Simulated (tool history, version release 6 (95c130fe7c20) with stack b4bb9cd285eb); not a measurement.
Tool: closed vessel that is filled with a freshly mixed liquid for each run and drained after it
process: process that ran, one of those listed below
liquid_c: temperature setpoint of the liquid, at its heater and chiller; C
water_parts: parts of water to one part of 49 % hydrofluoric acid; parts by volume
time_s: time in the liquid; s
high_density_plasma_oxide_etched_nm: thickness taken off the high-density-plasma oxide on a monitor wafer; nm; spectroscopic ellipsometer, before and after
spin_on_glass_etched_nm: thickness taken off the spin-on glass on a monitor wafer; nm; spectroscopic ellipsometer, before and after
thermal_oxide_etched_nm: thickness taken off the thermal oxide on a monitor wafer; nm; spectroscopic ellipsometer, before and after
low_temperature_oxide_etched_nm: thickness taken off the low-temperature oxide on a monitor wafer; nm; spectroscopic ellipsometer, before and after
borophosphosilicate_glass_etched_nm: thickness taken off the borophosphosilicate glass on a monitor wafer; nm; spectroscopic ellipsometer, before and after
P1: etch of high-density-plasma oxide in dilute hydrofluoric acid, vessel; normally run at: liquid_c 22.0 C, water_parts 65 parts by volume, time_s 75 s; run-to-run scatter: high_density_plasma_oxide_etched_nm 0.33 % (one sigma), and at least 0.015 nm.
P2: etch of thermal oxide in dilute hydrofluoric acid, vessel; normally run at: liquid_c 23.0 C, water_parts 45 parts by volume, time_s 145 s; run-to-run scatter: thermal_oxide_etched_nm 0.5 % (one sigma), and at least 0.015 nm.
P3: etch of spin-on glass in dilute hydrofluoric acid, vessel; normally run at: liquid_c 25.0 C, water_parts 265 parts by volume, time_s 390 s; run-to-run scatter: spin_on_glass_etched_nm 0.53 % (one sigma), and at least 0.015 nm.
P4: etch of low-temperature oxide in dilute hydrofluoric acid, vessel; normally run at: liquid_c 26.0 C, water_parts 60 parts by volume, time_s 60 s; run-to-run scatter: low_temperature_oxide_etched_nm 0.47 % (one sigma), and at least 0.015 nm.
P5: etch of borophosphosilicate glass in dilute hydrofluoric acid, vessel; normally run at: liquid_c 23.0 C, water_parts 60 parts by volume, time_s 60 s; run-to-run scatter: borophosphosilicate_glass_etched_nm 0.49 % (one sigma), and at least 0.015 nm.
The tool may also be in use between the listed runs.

run	hour	process	liquid_c	water_parts	time_s	hours since the thermometer was replaced	hours since the hydrofluoric acid flow meter was replaced	high_density_plasma_oxide_etched_nm	spin_on_glass_etched_nm	thermal_oxide_etched_nm	low_temperature_oxide_etched_nm	borophosphosilicate_glass_etched_nm
1	6.3	P1	22.0	65	75	145.4	622.3	8.7242				
2	14.3	P3	25.0	470	390	153.4	630.3		20.931			
3	22.2	P3	25.0	265	390	161.3	638.2		45.508			
4	28.8	P2	23.0	45	145	167.9	644.8			15.6980		
5	39.4	P1	28.5	65	75	178.5	655.4	11.3420				
6	45.7	P3	25.0	265	725	184.8	661.7		83.954			
7	54.2	P4	26.0	60	30	193.3	670.2				20.157	
8	60.8	P2	23.0	45	265	199.9	676.8			28.5950		
9	71.4	P1	27.5	65	40	210.5	687.4	5.7652				
10	78.0	P1	22.0	65	75	217.1	694.0	8.6506				
11	88.1	P3	32.5	265	390	227.2	704.1		58.128			
12	94.9	P4	26.0	60	60	234.0	710.9				40.195	
13	100.6	P1	18.0	65	75	239.7	716.6	7.3564				
14	108.6	P2	23.0	80	145	247.7	724.6			8.2803		
15	118.9	P1	22.0	65	75	258.0	734.9	8.6710				
16	127.5	P1	22.0	105	75	266.6	743.5	5.1647				
17	135.9	P4	26.0	95	60	275.0	751.9				24.111	
18	144.8	P1	30.0	85	75	283.9	760.8	8.8875				
19	150.7	P1	22.0	65	30	289.8	766.7	3.4868				
20	158.7	P2	23.0	45	145	297.8	774.7			15.5080		
21	168.9	P5	23.0	60	60	308.0	784.9					38.640
# hour 176.5: thermometer replaced
22	176.5	P1	22.0	110	125	0.1	792.5	8.1536				
23	184.1	P5	23.0	95	60	7.7	800.1					23.678
24	191.9	P1	22.0	65	120	15.5	807.9	13.9320				
25	203.3	P1	22.0	65	75	26.9	819.3	8.6695				
26	209.6	P5	23.0	60	30	33.2	825.6					19.509
27	218.2	P5	31.0	60	60	41.8	834.2					53.346
28	225.7	P4	20.5	60	60	49.3	841.7				31.677	
29	230.7	P1	22.0	35	75	54.3	846.7	16.7590				
30	236.0	P2	17.0	45	145	59.6	852.0			11.9940		
31	246.8	P1	22.0	65	75	70.4	862.8	8.6291				
32	255.6	P1	22.0	65	75	79.2	871.6	8.6886				

The next listed run, before its measurement:
33	267.0	P1	22.0	65	75	90.6	883.0	?				

{"run 33": {"high_density_plasma_oxide_etched_nm": 8.3252}}

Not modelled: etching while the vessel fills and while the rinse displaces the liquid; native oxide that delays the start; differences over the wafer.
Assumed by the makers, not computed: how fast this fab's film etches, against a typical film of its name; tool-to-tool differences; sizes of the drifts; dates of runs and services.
